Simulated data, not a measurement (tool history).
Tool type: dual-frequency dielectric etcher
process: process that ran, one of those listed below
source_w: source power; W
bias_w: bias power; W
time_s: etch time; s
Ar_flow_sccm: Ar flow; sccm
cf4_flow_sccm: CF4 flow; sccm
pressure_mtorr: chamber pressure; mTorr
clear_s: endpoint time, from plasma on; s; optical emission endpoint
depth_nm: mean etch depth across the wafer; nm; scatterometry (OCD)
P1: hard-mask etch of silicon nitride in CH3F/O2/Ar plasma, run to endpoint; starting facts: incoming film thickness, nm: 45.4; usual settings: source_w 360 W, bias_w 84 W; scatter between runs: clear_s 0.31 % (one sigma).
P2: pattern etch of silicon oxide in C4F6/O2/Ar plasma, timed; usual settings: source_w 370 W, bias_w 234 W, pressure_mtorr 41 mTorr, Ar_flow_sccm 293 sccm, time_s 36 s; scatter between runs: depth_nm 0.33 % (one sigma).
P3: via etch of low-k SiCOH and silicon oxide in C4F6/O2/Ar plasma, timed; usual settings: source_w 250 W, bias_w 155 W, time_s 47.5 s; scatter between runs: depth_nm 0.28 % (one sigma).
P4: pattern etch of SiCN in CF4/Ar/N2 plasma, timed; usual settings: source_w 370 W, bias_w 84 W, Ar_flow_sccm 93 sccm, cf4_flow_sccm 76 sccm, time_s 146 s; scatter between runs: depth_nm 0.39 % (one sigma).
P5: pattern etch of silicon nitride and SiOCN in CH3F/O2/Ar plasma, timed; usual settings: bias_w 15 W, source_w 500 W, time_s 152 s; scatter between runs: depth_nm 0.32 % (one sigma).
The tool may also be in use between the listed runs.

run,hour,process,source_w,bias_w,time_s,Ar_flow_sccm,cf4_flow_sccm,pressure_mtorr,clear_s,depth_nm
1,9,P1,360,84,,,,,65.521,
2,23.7,P3,350,155,47.5,,,,,104.14
3,31.2,P1,360,59,,,,,73.494,
4,44.4,P4,370,84,146,93,76,,,119.79
5,53.5,P2,450,234,36,293,,41,,124.79
6,63.9,P2,370,182,36,293,,41,,107.02
7,74.6,P4,370,84,146,57,76,,,126.21
8,84.5,P3,250,155,47.5,,,,,91.061
9,92.4,P1,270,55,,,,,84.135,
10,100.1,P5,590,15,152,,,,,19.877
11,113.4,P1,360,84,,,,,65.497,
12,121.9,P2,370,234,49.5,293,,41,,158.69
13,134.5,P2,370,234,36,293,,31,,119.66
14,148.9,P2,370,234,36,182,,41,,122.39
15,161.6,P4,280,84,146,93,76,,,93.644
16,176.8,P1,270,84,,,,,72.801,
17,187,P3,250,155,47.5,,,,,91.229
18,194.6,P1,360,116,,,,,57.982,
19,204.4,P3,250,155,68,,,,,130.53
20,217.1,P5,500,15,152,,,,,18.65
21,232,P5,500,15,101,,,,,12.359
22,238.8,P1,420,113,,,,,55.218,
23,251.2,P1,360,84,,,,,65.374,
24,265.6,P4,370,84,146,93,108,,,124.23
25,279.3,P1,430,84,,,,,60.784,
26,288.3,P4,370,84,212.5,93,76,,,174.56
27,303.3,P3,250,192,47.5,,,,,97.873
28,311.7,P4,370,58,146,93,76,,,105.54
29,320.7,P4,370,84,146,93,76,,,119.52
30,332.1,P1,360,84,,,,,64.877,
31,340.9,P2,370,234,36,293,,41,,115.69
32,351.3,P2,370,234,36,293,,41,,115.91
33,362.4,P1,360,84,,,,,65.19,
34,377.6,P5,500,22,152,,,,,21.911
35,387.1,P1,470,106,,,,,54.36,
36,396.8,P5,500,15,152,,,,,18.689
37,406.3,P1,360,84,,,,,65.244,
38,414.1,P1,360,84,,,,,65.309,
39,427.8,P1,360,84,,,,,66.015,
40,442,P1,360,84,,,,,65.814,
41,455.3,P1,360,84,,,,,65.744,
# hour 459.4: wet clean of the chamber
42,466.1,P1,360,84,,,,,66.354,
43,473.1,P1,360,84,,,,,66.37,
44,486.8,P1,360,84,,,,,66.339,
45,494.7,P1,360,84,,,,,66.325,
46,507.4,P1,360,84,,,,,66.727,
47,520,P1,360,84,,,,,66.323,
48,527.3,P1,360,84,,,,,66.31,

P1 has crept away from where it was. The log is fitted equally well by each of these 2 causes, at the sizes shown:
A: bias power that arrives under what is set, % = 4.29
B: source power that arrives under what is set, % = 4.07
The gradual shift began around hour 406.3.
What rules out each remaining cause:
chamber walls in a state that lowers the etch rate, %: was serviced at hour 459.4, once the creep was under way, yet the earlier output never came back

The 4 check runs listed below each average the results of 2 wafers, and their outcomes are marked with question marks. Under which run would the listed causes produce clearly different results?
check 1,534.6,P2,370,234,36,293,,41,,?
check 2,534.6,P3,250,155,47.5,,,,,?
check 3,534.6,P4,370,84,146,93,76,,,?
check 4,534.6,P5,500,15,152,,,,,?

Check results expected under each cause:
check,result,if A,if B
check 1,depth_nm,114.17,114.03
check 2,depth_nm,89.92,89.71
check 3,depth_nm,117.81,115.38
check 4,depth_nm,18.345,18.385
Minimum pairwise separation of causes per check, each pair taken at its best-separating result: check 1 0.13 %; check 2 0.23 %; check 3 2.09 %; check 4 0.22 %
Of the check runs offered, only check 3 discriminates between the causes; the rest would read about the same regardless of which cause applies.

With check 3 done, the readings were: depth_nm 117.72 nm. Identify which of the listed causes applies.

Of the candidate causes, it is A: bias power that arrives under what is set, %.
